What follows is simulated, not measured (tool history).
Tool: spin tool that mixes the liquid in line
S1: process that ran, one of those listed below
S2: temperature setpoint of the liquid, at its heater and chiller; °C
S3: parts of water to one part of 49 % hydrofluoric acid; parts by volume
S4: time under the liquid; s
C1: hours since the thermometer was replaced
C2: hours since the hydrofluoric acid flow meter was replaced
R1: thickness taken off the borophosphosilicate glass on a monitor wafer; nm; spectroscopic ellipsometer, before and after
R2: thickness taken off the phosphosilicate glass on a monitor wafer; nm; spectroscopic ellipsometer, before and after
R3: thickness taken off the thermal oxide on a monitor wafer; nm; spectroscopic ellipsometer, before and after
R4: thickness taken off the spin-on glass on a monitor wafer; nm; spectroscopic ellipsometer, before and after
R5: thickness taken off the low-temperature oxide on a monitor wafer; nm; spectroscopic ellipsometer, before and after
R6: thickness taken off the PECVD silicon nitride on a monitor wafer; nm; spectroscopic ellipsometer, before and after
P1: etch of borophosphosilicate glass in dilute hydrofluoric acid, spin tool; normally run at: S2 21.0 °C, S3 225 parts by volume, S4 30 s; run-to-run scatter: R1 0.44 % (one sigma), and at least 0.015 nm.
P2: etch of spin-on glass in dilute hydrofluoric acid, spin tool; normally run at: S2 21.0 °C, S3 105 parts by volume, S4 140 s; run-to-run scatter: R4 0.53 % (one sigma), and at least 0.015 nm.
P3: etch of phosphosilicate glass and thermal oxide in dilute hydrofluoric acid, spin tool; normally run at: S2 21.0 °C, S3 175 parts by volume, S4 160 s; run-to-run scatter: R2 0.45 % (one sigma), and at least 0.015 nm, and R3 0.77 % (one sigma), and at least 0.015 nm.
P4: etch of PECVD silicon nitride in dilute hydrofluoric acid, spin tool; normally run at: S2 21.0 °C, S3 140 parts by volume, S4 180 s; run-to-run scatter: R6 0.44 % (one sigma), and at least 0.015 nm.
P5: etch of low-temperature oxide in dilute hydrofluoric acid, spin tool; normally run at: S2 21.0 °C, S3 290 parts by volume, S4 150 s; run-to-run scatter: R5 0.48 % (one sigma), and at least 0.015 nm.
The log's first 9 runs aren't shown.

Run 10, day 4.662: S1 P5, S2 21.0 °C, S3 80 parts by volume, S4 150 s; C1 1103.7; C2 812.1. Result: R5 60.507 nm.
Run 11, day 5.183: S1 P2, S2 21.0 °C, S3 180 parts by volume, S4 140 s; C1 1116.2; C2 824.6. Result: R4 14.5460 nm.
At day 5.250: hydrofluoric acid flow meter replaced.
Run 12, day 5.812: S1 P1, S2 21.0 °C, S3 225 parts by volume, S4 30 s; C1 1131.3; C2 13.5. Result: R1 8.3504 nm.
Run 13, day 6.158: S1 P1, S2 21.0 °C, S3 225 parts by volume, S4 30 s; C1 1139.6; C2 21.8. Result: R1 8.3240 nm.
Run 14, day 6.817: S1 P1, S2 21.0 °C, S3 225 parts by volume, S4 30 s; C1 1155.4; C2 37.6. Result: R1 8.3795 nm.
Run 15, day 7.267: S1 P5, S2 17.0 °C, S3 290 parts by volume, S4 150 s; C1 1166.2; C2 48.4. Result: R5 11.603 nm.
Run 16, day 7.617: S1 P2, S2 28.5 °C, S3 105 parts by volume, S4 140 s; C1 1174.6; C2 56.8. Result: R4 35.8080 nm.
Run 17, day 8.271: S1 P1, S2 21.0 °C, S3 225 parts by volume, S4 30 s; C1 1190.3; C2 72.5. Result: R1 8.3940 nm.
Run 18, day 8.917: S1 P3, S2 21.0 °C, S3 175 parts by volume, S4 275 s; C1 1205.8; C2 88.0. Result: R2 97.142 nm, R3 6.0176 nm.
Run 19, day 9.429: S1 P1, S2 17.0 °C, S3 225 parts by volume, S4 30 s; C1 1218.1; C2 100.3. Result: R1 7.1792 nm.
Run 20, day 9.725: S1 P4, S2 21.0 °C, S3 140 parts by volume, S4 360 s; C1 1225.2; C2 107.4. Result: R6 12.4810 nm.
Run 21, day 10.100: S1 P3, S2 21.0 °C, S3 175 parts by volume, S4 160 s; C1 1234.2; C2 116.4. Result: R2 56.669 nm, R3 3.5299 nm.
Run 22, day 10.467: S1 P1, S2 17.0 °C, S3 145 parts by volume, S4 30 s; C1 1243.0; C2 125.2. Result: R1 12.0020 nm.
Run 23, day 11.025: S1 P4, S2 21.0 °C, S3 140 parts by volume, S4 180 s; C1 1256.4; C2 138.6. Result: R6 6.2482 nm.

Forecast run 24:
Run 24, day 11.592: S1 P3, S2 21.0 °C, S3 175 parts by volume, S4 160 s; C1 1270.0; C2 152.2. Result: R2 ?, R3 ?.

R2: 57.166 nm
R3: 3.5055 nm
